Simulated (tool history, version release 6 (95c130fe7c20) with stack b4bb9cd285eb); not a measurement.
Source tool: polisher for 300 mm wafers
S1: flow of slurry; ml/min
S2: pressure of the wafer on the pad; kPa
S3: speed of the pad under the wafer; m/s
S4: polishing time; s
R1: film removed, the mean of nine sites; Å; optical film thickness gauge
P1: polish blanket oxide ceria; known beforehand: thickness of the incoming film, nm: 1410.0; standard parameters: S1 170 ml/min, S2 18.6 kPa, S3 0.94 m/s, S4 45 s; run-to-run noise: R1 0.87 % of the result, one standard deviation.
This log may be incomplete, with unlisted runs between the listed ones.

run 1 day=0.204 | S1=170 S2=18.6 S3=0.94 S4=45 | R1=1919.30
run 2 day=0.338 | S1=170 S2=18.6 S3=0.94 S4=70 | R1=3004.30
run 3 day=0.567 | S1=100 S2=18.6 S3=0.94 S4=45 | R1=1695.70
run 4 day=0.788 | S1=170 S2=11.0 S3=0.94 S4=45 | R1=1126.10
run 5 day=1.017 | S1=170 S2=18.6 S3=0.94 S4=25 | R1=1055.80
run 6 day=1.225 | S1=170 S2=18.6 S3=0.94 S4=45 | R1=1858.90
run 7 day=1.350 | S1=170 S2=9.0 S3=0.94 S4=28 | R1=565.99
run 8 day=1.458 | S1=170 S2=24.8 S3=0.56 S4=45 | R1=1488.80
run 9 day=1.567 | S1=170 S2=18.6 S3=0.94 S4=45 | R1=1871.20
run 10 day=1.679 | S1=170 S2=18.6 S3=1.22 S4=45 | R1=2486.10
run 11 day=1.833 | S1=170 S2=26.2 S3=0.94 S4=45 | R1=2646.00
run 12 day=2.038 | S1=170 S2=18.6 S3=0.94 S4=45 | R1=1893.80
run 13 day=2.225 | S1=170 S2=18.6 S3=0.94 S4=45 | R1=1899.50
run 14 day=2.338 | S1=240 S2=18.6 S3=0.94 S4=45 | R1=1979.50
run 15 day=2.508 | S1=170 S2=18.6 S3=0.94 S4=45 | R1=1911.60
run 16 day=2.696 | S1=170 S2=18.6 S3=0.42 S4=45 | R1=861.09
run 17 day=2.842 | S1=170 S2=18.6 S3=0.94 S4=45 | R1=1912.90
run 18 day=2.958 | S1=170 S2=18.6 S3=0.72 S4=22 | R1=709.42
run 19 day=3.183 | S1=170 S2=18.6 S3=0.94 S4=45 | R1=1925.00
run 20 day=3.392 | S1=170 S2=18.6 S3=0.94 S4=45 | R1=1862.20
run 21 day=3.633 | S1=170 S2=18.6 S3=0.94 S4=45 | R1=1808.80
run 22 day=3.767 | S1=170 S2=18.6 S3=0.94 S4=45 | R1=1765.30
-- day=3.971 head pressure recalibrated
run 23 day=4.000 | S1=170 S2=18.6 S3=0.94 S4=45 | R1=1760.80
run 24 day=4.121 | S1=170 S2=18.6 S3=0.94 S4=45 | R1=1772.10
run 25 day=4.354 | S1=170 S2=18.6 S3=0.94 S4=45 | R1=1753.80

The log shows P1 creeping away from where it was. Any of the 2 causes listed here, at the size stated for it, fits the log just as well as the others:
A: removal rate lost through wear of the pad, % = 7.51
B: slurry flow missing at the pad, % = 33.8
Onset of the creep was near day 3.183.
The rest of the possible causes, and what rules out each one:
head's pressure below its setpoint, %: serviced at day 3.971, after the drift had started, without restoring the earlier output

The list below offers 4 check runs, each averaging the results of 2 wafers, and shows each result as a question mark. For which of them would the listed causes give clearly different results?
run check 1 day=4.588 | S1=170 S2=11.7 S3=0.94 S4=45 | R1=?
run check 2 day=4.588 | S1=100 S2=18.6 S3=0.94 S4=32 | R1=?
run check 3 day=4.588 | S1=170 S2=18.6 S3=0.54 S4=45 | R1=?
run check 4 day=4.588 | S1=210 S2=18.6 S3=0.66 S4=45 | R1=?

What every check run would give for each of its results, assuming each possible cause in turn:
check=check_1 result=R1 if_A=1111.20 if_B=1111.30
check=check_2 result=R1 if_A=1128.60 if_B=1077.30
check=check_3 result=R1 if_A=1013.80 if_B=1014.00
check=check_4 result=R1 if_A=1276.50 if_B=1294.50
Distance between the nearest two causes, measured in the result of the check that separates them most: check 1 0.02 %; check 2 4.65 %; check 3 0.02 %; check 4 1.39 %
Of the check runs offered, only check 2 discriminates between the causes; the rest would read about the same regardless of which cause applies.

Check 2 has now been run. It gave: R1 1078.60 Å. Which of the candidate causes is it?

Of the candidate causes, it is B: slurry flow missing at the pad, %.
